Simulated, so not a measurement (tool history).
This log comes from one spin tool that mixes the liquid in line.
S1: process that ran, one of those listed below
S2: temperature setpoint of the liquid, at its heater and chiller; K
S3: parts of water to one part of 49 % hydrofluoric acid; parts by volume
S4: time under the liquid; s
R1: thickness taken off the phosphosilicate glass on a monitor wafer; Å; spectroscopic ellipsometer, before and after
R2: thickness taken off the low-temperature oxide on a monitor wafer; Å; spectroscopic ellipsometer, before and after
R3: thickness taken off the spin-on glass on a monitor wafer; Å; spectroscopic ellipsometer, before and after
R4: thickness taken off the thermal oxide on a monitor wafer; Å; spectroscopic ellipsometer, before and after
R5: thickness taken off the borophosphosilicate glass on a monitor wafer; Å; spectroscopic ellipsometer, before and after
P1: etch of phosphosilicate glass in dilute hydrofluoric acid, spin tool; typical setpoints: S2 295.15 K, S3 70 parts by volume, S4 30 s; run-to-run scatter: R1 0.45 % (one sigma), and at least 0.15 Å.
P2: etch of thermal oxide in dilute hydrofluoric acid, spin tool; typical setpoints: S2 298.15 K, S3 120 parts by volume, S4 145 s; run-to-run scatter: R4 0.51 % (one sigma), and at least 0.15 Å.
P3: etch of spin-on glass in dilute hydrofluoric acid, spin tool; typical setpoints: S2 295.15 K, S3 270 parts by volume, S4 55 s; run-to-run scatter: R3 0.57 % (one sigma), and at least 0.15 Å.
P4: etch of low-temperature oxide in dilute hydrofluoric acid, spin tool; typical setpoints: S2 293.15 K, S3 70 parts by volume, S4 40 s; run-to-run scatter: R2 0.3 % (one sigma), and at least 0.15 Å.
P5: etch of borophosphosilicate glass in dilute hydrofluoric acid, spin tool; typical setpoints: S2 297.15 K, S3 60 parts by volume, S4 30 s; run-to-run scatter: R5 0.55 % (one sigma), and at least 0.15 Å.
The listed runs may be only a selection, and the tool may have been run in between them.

run	day	S1	S2	S3	S4	R1	R2	R3	R4	R5
1	0.45	P1	295.15	70	30	578.08				
2	0.704	P1	295.15	125	30	302.72				
3	1.042	P4	293.15	70	60		165.41			
# day 1.167: hydrofluoric acid flow meter replaced
4	1.475	P3	295.15	270	30			55.924		
5	1.812	P1	295.15	70	30	576.82				
6	2.208	P1	295.15	30	45	2159.7				
7	2.442	P1	295.15	70	30	579.02				
8	2.667	P1	290.15	70	15	234.47				
9	3.096	P3	295.15	270	55			101.83		
10	3.529	P2	301.65	120	145				67.628	
11	3.779	P2	298.15	120	145				59.632	
12	4.038	P1	295.15	70	30	577.11				
# day 4.188: thermometer replaced
13	4.296	P2	298.15	120	80				32.566	
14	4.608	P1	290.15	70	15	235.49				
15	5.021	P5	290.15	60	30					261.37
16	5.358	P3	299.65	270	55			120.19		
17	5.688	P1	295.15	35	30	1206.6				
18	5.95	P4	293.15	70	40		110			
19	6.262	P4	293.15	100	40		74.192			
20	6.625	P1	303.15	70	30	799.7				
21	6.942	P4	293.15	70	40		110.45			

Run 22 comes next. What will it give?
22	7.254	P3	295.15	470	55			?		

{"run 22": {"R3": 49.421}}
